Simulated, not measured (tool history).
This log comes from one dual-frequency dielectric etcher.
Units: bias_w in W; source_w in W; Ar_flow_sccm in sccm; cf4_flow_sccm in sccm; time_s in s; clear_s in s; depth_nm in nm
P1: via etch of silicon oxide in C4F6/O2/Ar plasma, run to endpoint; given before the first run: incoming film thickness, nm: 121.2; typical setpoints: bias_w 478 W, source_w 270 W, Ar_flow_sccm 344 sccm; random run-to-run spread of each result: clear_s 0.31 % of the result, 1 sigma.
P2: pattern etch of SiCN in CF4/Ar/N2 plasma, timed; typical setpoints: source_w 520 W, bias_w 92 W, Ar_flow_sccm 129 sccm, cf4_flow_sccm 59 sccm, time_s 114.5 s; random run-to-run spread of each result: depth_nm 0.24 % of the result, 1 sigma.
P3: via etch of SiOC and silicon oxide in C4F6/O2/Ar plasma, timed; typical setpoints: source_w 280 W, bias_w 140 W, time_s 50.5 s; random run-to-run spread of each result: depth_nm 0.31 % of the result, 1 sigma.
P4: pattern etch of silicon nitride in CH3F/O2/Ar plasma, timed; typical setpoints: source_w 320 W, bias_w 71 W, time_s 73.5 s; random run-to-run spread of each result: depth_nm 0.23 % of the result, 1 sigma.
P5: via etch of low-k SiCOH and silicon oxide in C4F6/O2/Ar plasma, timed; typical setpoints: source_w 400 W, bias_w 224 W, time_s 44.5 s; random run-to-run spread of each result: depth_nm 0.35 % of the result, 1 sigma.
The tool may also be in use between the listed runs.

{"run": 1, "hour": 17.4, "process": "P1", "bias_w": 478, "source_w": 270, "Ar_flow_sccm": 344, "clear_s": 32.936}
{"run": 2, "hour": 32.9, "process": "P2", "bias_w": 92, "source_w": 520, "Ar_flow_sccm": 80, "cf4_flow_sccm": 59, "time_s": 114.5, "depth_nm": 120.4}
{"run": 3, "hour": 46.1, "process": "P3", "bias_w": 140, "source_w": 160, "time_s": 50.5, "depth_nm": 37.283}
{"run": 4, "hour": 60.9, "process": "P2", "bias_w": 92, "source_w": 520, "Ar_flow_sccm": 129, "cf4_flow_sccm": 59, "time_s": 164, "depth_nm": 161.07}
{"run": 5, "hour": 79.1, "process": "P2", "bias_w": 130, "source_w": 520, "Ar_flow_sccm": 129, "cf4_flow_sccm": 59, "time_s": 114.5, "depth_nm": 129.56}
{"run": 6, "hour": 94.9, "process": "P3", "bias_w": 180, "source_w": 280, "time_s": 50.5, "depth_nm": 50.346}
{"run": 7, "hour": 111.7, "process": "P1", "bias_w": 310, "source_w": 270, "Ar_flow_sccm": 344, "clear_s": 38.676}
{"run": 8, "hour": 126.3, "process": "P1", "bias_w": 478, "source_w": 270, "Ar_flow_sccm": 258, "clear_s": 31.883}
{"run": 9, "hour": 141.0, "process": "P5", "bias_w": 155, "source_w": 400, "time_s": 44.5, "depth_nm": 111.19}
{"run": 10, "hour": 157.5, "process": "P5", "bias_w": 224, "source_w": 400, "time_s": 31, "depth_nm": 87.507}
{"run": 11, "hour": 171.9, "process": "P1", "bias_w": 478, "source_w": 270, "Ar_flow_sccm": 471, "clear_s": 34.113}
{"run": 12, "hour": 189.9, "process": "P1", "bias_w": 478, "source_w": 270, "Ar_flow_sccm": 344, "clear_s": 32.965}
{"run": 13, "hour": 200.9, "process": "P1", "bias_w": 373, "source_w": 270, "Ar_flow_sccm": 267, "clear_s": 35.053}
{"run": 14, "hour": 214.3, "process": "P4", "bias_w": 71, "source_w": 320, "time_s": 105.5, "depth_nm": 67.093}
{"run": 15, "hour": 232.7, "process": "P4", "bias_w": 71, "source_w": 320, "time_s": 73.5, "depth_nm": 46.675}
{"run": 16, "hour": 251.0, "process": "P1", "bias_w": 478, "source_w": 180, "Ar_flow_sccm": 344, "clear_s": 38}
{"run": 17, "hour": 268.1, "process": "P3", "bias_w": 140, "source_w": 280, "time_s": 50.5, "depth_nm": 46.126}
{"run": 18, "hour": 279.8, "process": "P4", "bias_w": 71, "source_w": 320, "time_s": 73.5, "depth_nm": 46.912}
{"run": 19, "hour": 294.8, "process": "P1", "bias_w": 372, "source_w": 220, "Ar_flow_sccm": 344, "clear_s": 38.841}
{"run": 20, "hour": 310.9, "process": "P1", "bias_w": 478, "source_w": 270, "Ar_flow_sccm": 344, "clear_s": 32.785}
{"run": 21, "hour": 325.1, "process": "P2", "bias_w": 92, "source_w": 520, "Ar_flow_sccm": 129, "cf4_flow_sccm": 46, "time_s": 114.5, "depth_nm": 108.17}
{"run": 22, "hour": 340.2, "process": "P4", "bias_w": 71, "source_w": 230, "time_s": 73.5, "depth_nm": 41.156}
{"run": 23, "hour": 357.5, "process": "P1", "bias_w": 478, "source_w": 270, "Ar_flow_sccm": 344, "clear_s": 32.773}
{"run": 24, "hour": 375.7, "process": "P1", "bias_w": 634, "source_w": 270, "Ar_flow_sccm": 344, "clear_s": 29.559}
{"run": 25, "hour": 388.4, "process": "P1", "bias_w": 478, "source_w": 370, "Ar_flow_sccm": 249, "clear_s": 28.172}
{"run": 26, "hour": 404.1, "process": "P5", "bias_w": 224, "source_w": 560, "time_s": 44.5, "depth_nm": 143.08}
{"run": 27, "hour": 415.7, "process": "P3", "bias_w": 140, "source_w": 280, "time_s": 50.5, "depth_nm": 46.393}
{"run": 28, "hour": 427.2, "process": "P1", "bias_w": 478, "source_w": 270, "Ar_flow_sccm": 344, "clear_s": 33.03}
{"run": 29, "hour": 437.4, "process": "P5", "bias_w": 224, "source_w": 400, "time_s": 44.5, "depth_nm": 125.48}
{"run": 30, "hour": 454.2, "process": "P2", "bias_w": 92, "source_w": 520, "Ar_flow_sccm": 129, "cf4_flow_sccm": 59, "time_s": 114.5, "depth_nm": 112.82}
{"run": 31, "hour": 464.6, "process": "P2", "bias_w": 92, "source_w": 640, "Ar_flow_sccm": 129, "cf4_flow_sccm": 59, "time_s": 114.5, "depth_nm": 135.62}
{"run": 32, "hour": 482.1, "process": "P4", "bias_w": 57, "source_w": 320, "time_s": 73.5, "depth_nm": 43.304}
{"run": 33, "hour": 496.2, "process": "P3", "bias_w": 140, "source_w": 280, "time_s": 74.5, "depth_nm": 68.347}
{"run": 34, "hour": 506.2, "process": "P1", "bias_w": 478, "source_w": 340, "Ar_flow_sccm": 344, "clear_s": 30.219}
{"run": 35, "hour": 516.6, "process": "P1", "bias_w": 478, "source_w": 270, "Ar_flow_sccm": 344, "clear_s": 32.883}
{"run": 36, "hour": 534.0, "process": "P1", "bias_w": 478, "source_w": 270, "Ar_flow_sccm": 344, "clear_s": 33.001}
{"run": 37, "hour": 549.9, "process": "P1", "bias_w": 478, "source_w": 270, "Ar_flow_sccm": 344, "clear_s": 33.352}
{"run": 38, "hour": 566.5, "process": "P1", "bias_w": 478, "source_w": 270, "Ar_flow_sccm": 344, "clear_s": 33.383}
{"hour": 570.3, "done": "wet clean of the chamber"}
{"run": 39, "hour": 575.5, "process": "P1", "bias_w": 478, "source_w": 270, "Ar_flow_sccm": 344, "clear_s": 33.513}
{"run": 40, "hour": 588.2, "process": "P1", "bias_w": 478, "source_w": 270, "Ar_flow_sccm": 344, "clear_s": 33.503}
{"run": 41, "hour": 606.2, "process": "P1", "bias_w": 478, "source_w": 270, "Ar_flow_sccm": 344, "clear_s": 33.429}
{"run": 42, "hour": 620.9, "process": "P1", "bias_w": 478, "source_w": 270, "Ar_flow_sccm": 344, "clear_s": 33.417}
{"run": 43, "hour": 629.2, "process": "P1", "bias_w": 478, "source_w": 270, "Ar_flow_sccm": 344, "clear_s": 33.46}

What P1 gives has crept off from where it sat before. The 2 causes that follow fit the log equally well, each at the size noted:
A: bias power that arrives under what is set, % = 4.52
B: source power that arrives under what is set, % = 4.65
Creep in the process output first set in at about hour 516.6.
What rules out each remaining cause:
chamber walls in a state that lowers the etch rate, %: its service at hour 570.3 followed the start of the drift and did not put the process back to its old value
Ar flow that arrives over what is set, %: at most 8, which would move clear_s by +0.9 %: too little, or the wrong way

Each of the 4 check runs below uses one wafer; its results are left as question marks. Which run tells the causes apart?
{"run": "check 1", "hour": 637.5, "process": "P2", "bias_w": 111, "source_w": 630, "Ar_flow_sccm": 129, "cf4_flow_sccm": 59, "time_s": 114.5, "depth_nm": "?"}
{"run": "check 2", "hour": 637.5, "process": "P5", "bias_w": 169, "source_w": 470, "time_s": 44.5, "depth_nm": "?"}
{"run": "check 3", "hour": 637.5, "process": "P4", "bias_w": 71, "source_w": 240, "time_s": 73.5, "depth_nm": "?"}
{"run": "check 4", "hour": 637.5, "process": "P3", "bias_w": 140, "source_w": 200, "time_s": 50.5, "depth_nm": "?"}

Outcome of each check run for each possible cause:
check=check_1 result=depth_nm if_A=140.63 if_B=137.42
check=check_2 result=depth_nm if_A=120.41 if_B=119.86
check=check_3 result=depth_nm if_A=41.215 if_B=41.152
check=check_4 result=depth_nm if_A=40.073 if_B=39.927
Smallest distance between any two causes, each pair judged by its most separating result, in per cent: check 1 2.31 %; check 2 0.45 %; check 3 0.15 %; check 4 0.37 %
Only in check 1 would the causes give clearly different results; in the remaining checks their results would be nearly the same.

Running check 1 produced the following: depth_nm 140.49 nm. Which one of the listed causes fits?

The correct cause is A, namely: bias power that arrives under what is set, %.

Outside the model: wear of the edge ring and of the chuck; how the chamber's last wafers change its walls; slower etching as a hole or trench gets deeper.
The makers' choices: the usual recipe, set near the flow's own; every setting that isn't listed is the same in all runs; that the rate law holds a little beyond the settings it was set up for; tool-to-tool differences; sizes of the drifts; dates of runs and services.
